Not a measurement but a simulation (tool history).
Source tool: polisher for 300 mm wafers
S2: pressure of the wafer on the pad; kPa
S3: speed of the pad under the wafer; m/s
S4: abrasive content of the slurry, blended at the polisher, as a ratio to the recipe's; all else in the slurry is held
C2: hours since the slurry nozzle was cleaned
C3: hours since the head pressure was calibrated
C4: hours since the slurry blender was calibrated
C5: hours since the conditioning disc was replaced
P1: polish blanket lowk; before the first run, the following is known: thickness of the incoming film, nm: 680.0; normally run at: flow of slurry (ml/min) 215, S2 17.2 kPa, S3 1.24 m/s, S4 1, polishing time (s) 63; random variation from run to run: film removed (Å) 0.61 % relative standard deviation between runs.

Run 1, hour 4.5: flow of slurry (ml/min) 215, S2 17.2 kPa, S3 1.24 m/s, S4 1, polishing time (s) 63; wafers polished on this pad 1016; C2 266.4; C3 269.1; C4 127.7; C5 129.1. Result: film removed (Å) 367.87.
Run 2, hour 7.6: flow of slurry (ml/min) 215, S2 17.2 kPa, S3 1.24 m/s, S4 1, polishing time (s) 63; wafers polished on this pad 1050; C2 269.5; C3 272.2; C4 130.8; C5 132.2. Result: film removed (Å) 366.75.
Run 3, hour 13: flow of slurry (ml/min) 215, S2 26.9 kPa, S3 1.24 m/s, S4 1, polishing time (s) 63; wafers polished on this pad 1109; C2 274.9; C3 277.6; C4 136.2; C5 137.6. Result: film removed (Å) 575.35.
At hour 13.7: slurry blender recalibrated.
Run 4, hour 17.4: flow of slurry (ml/min) 285, S2 17.2 kPa, S3 1.24 m/s, S4 1, polishing time (s) 63; wafers polished on this pad 1158; C2 279.3; C3 282; C4 3.8; C5 142. Result: film removed (Å) 379.3.
Run 5, hour 23.8: flow of slurry (ml/min) 295, S2 17.2 kPa, S3 1.92 m/s, S4 1, polishing time (s) 63; wafers polished on this pad 1228; C2 285.7; C3 288.4; C4 10.2; C5 148.4. Result: film removed (Å) 536.41.
At hour 25.8: conditioning disc replaced and pad reconditioned.
Run 6, hour 28.6: flow of slurry (ml/min) 215, S2 17.2 kPa, S3 1.24 m/s, S4 1, polishing time (s) 28; wafers polished on this pad 1281; C2 290.5; C3 293.2; C4 15; C5 2.8. Result: film removed (Å) 164.94.
Run 7, hour 34.2: flow of slurry (ml/min) 215, S2 17.2 kPa, S3 1.24 m/s, S4 1, polishing time (s) 63; wafers polished on this pad 1343; C2 296.1; C3 298.8; C4 20.6; C5 8.4. Result: film removed (Å) 370.62.
Run 8, hour 38: flow of slurry (ml/min) 215, S2 17.2 kPa, S3 1.24 m/s, S4 1, polishing time (s) 84; wafers polished on this pad 1385; C2 299.9; C3 302.6; C4 24.4; C5 12.2. Result: film removed (Å) 490.63.
Run 9, hour 42.7: flow of slurry (ml/min) 215, S2 17.2 kPa, S3 1.86 m/s, S4 1, polishing time (s) 63; wafers polished on this pad 1437; C2 304.6; C3 307.3; C4 29.1; C5 16.9. Result: film removed (Å) 515.01.
Run 10, hour 47.8: flow of slurry (ml/min) 215, S2 17.2 kPa, S3 1.24 m/s, S4 1, polishing time (s) 63; wafers polished on this pad 1493; C2 309.7; C3 312.4; C4 34.2; C5 22. Result: film removed (Å) 366.86.
Run 11, hour 53.8: flow of slurry (ml/min) 215, S2 17.2 kPa, S3 1.24 m/s, S4 1.4, polishing time (s) 63; wafers polished on this pad 1559; C2 315.7; C3 318.4; C4 40.2; C5 28. Result: film removed (Å) 426.17.
Run 12, hour 59.6: flow of slurry (ml/min) 215, S2 17.2 kPa, S3 0.62 m/s, S4 1, polishing time (s) 63; wafers polished on this pad 1623; C2 321.5; C3 324.2; C4 46; C5 33.8. Result: film removed (Å) 213.75.
Run 13, hour 63.8: flow of slurry (ml/min) 130, S2 10.3 kPa, S3 1.24 m/s, S4 1, polishing time (s) 63; wafers polished on this pad 1669; C2 325.7; C3 328.4; C4 50.2; C5 38. Result: film removed (Å) 204.21.
Run 14, hour 68.3: flow of slurry (ml/min) 215, S2 12.4 kPa, S3 1.24 m/s, S4 1, polishing time (s) 63; wafers polished on this pad 1719; C2 330.2; C3 332.9; C4 54.7; C5 42.5. Result: film removed (Å) 267.32.
Run 15, hour 73.3: flow of slurry (ml/min) 215, S2 17.2 kPa, S3 1.24 m/s, S4 0.65, polishing time (s) 81; wafers polished on this pad 1774; C2 335.2; C3 337.9; C4 59.7; C5 47.5. Result: film removed (Å) 376.58.
Run 16, hour 79.7: flow of slurry (ml/min) 215, S2 17.2 kPa, S3 1.24 m/s, S4 0.5, polishing time (s) 63; wafers polished on this pad 1844; C2 341.6; C3 344.3; C4 66.1; C5 53.9. Result: film removed (Å) 252.08.
Run 17, hour 86: flow of slurry (ml/min) 215, S2 17.2 kPa, S3 1.24 m/s, S4 1, polishing time (s) 63; wafers polished on this pad 1914; C2 347.9; C3 350.6; C4 72.4; C5 60.2. Result: film removed (Å) 369.59.
Run 18, hour 89.2: flow of slurry (ml/min) 130, S2 17.2 kPa, S3 1.24 m/s, S4 1, polishing time (s) 63; wafers polished on this pad 1949; C2 351.1; C3 353.8; C4 75.6; C5 63.4. Result: film removed (Å) 343.8.
Run 19, hour 92.9: flow of slurry (ml/min) 215, S2 17.2 kPa, S3 1.24 m/s, S4 1, polishing time (s) 63; wafers polished on this pad 1990; C2 354.8; C3 357.5; C4 79.3; C5 67.1. Result: film removed (Å) 370.45.
Run 20, hour 98.9: flow of slurry (ml/min) 215, S2 17.2 kPa, S3 1.24 m/s, S4 1, polishing time (s) 63; wafers polished on this pad 2056; C2 360.8; C3 363.5; C4 85.3; C5 73.1. Result: film removed (Å) 347.02.
Run 21, hour 104.7: flow of slurry (ml/min) 215, S2 17.2 kPa, S3 1.24 m/s, S4 1, polishing time (s) 63; wafers polished on this pad 2120; C2 366.6; C3 369.3; C4 91.1; C5 78.9. Result: film removed (Å) 337.41.
At hour 108.6: conditioning disc replaced and pad reconditioned.
Run 22, hour 110.7: flow of slurry (ml/min) 215, S2 17.2 kPa, S3 1.24 m/s, S4 1, polishing time (s) 63; wafers polished on this pad 2186; C2 372.6; C3 375.3; C4 97.1; C5 2.1. Result: film removed (Å) 329.54.
At hour 112.5: head pressure recalibrated.
At hour 116.2: slurry nozzle cleaned.
Run 23, hour 116.8: flow of slurry (ml/min) 215, S2 17.2 kPa, S3 1.24 m/s, S4 1, polishing time (s) 63; wafers polished on this pad 2253; C2 0.7; C3 4.4; C4 103.2; C5 8.2. Result: film removed (Å) 330.78.
Run 24, hour 121: flow of slurry (ml/min) 215, S2 17.2 kPa, S3 1.24 m/s, S4 1, polishing time (s) 63; wafers polished on this pad 2299; C2 4.9; C3 8.6; C4 107.4; C5 12.4. Result: film removed (Å) 325.63.
Run 25, hour 125.8: flow of slurry (ml/min) 215, S2 17.2 kPa, S3 1.24 m/s, S4 1, polishing time (s) 63; wafers polished on this pad 2352; C2 9.7; C3 13.4; C4 112.2; C5 17.2. Result: film removed (Å) 327.26.

What P1 gives has crept away from where it was. These 2 causes fit the log equally well, each at the size given:
A: removal rate lost through wear of the pad, % = 12.1
B: abrasive missing from the slurry, % = 23.3
The drift started at roughly hour 92.9.
Every other cause this tool's parts could produce, and why it does not fit the log:
slurry flow missing at the pad, %: was serviced at hour 116.2, once the creep was under way, yet the earlier output never came back
head's pressure below its setpoint, %: was serviced at hour 112.5, once the creep was under way, yet the earlier output never came back
time polished since the conditioner stopped cutting, s: was serviced at hour 108.6, once the creep was under way, yet the earlier output never came back

Below are 4 check runs, each averaged over 2 wafers, with their results shown as question marks. Which of them would give clearly different results depending on which cause is behind the drift?
Run check 1, hour 130.6: flow of slurry (ml/min) 215, S2 17.2 kPa, S3 1.24 m/s, S4 0.6, polishing time (s) 45. Result: film removed (Å) ?.
Run check 2, hour 130.6: flow of slurry (ml/min) 130, S2 17.2 kPa, S3 1.84 m/s, S4 1, polishing time (s) 63. Result: film removed (Å) ?.
Run check 3, hour 130.6: flow of slurry (ml/min) 260, S2 17.2 kPa, S3 1.24 m/s, S4 1, polishing time (s) 30. Result: film removed (Å) ?.
Run check 4, hour 130.6: flow of slurry (ml/min) 215, S2 17.2 kPa, S3 1.7 m/s, S4 1, polishing time (s) 63. Result: film removed (Å) ?.

If the cause were each of the candidates in turn, the checks would give the following:
  check            result    if A    if B
check 1  film removed (Å)  178.14  172.24
check 2  film removed (Å)  411.42  411.26
check 3  film removed (Å)  158.13  158.07
check 4  film removed (Å)  418.29  418.13
Minimum pairwise separation of causes per check, each pair taken at its best-separating result: check 1 3.37 %; check 2 0.04 %; check 3 0.04 %; check 4 0.04 %
Of the check runs offered, only check 1 discriminates between the causes; the rest would read about the same regardless of which cause applies.

The results of check 1 are: film removed (Å) 170.97. Based on these, which of the listed causes is it?

Of the candidate causes, it is B: abrasive missing from the slurry, %.

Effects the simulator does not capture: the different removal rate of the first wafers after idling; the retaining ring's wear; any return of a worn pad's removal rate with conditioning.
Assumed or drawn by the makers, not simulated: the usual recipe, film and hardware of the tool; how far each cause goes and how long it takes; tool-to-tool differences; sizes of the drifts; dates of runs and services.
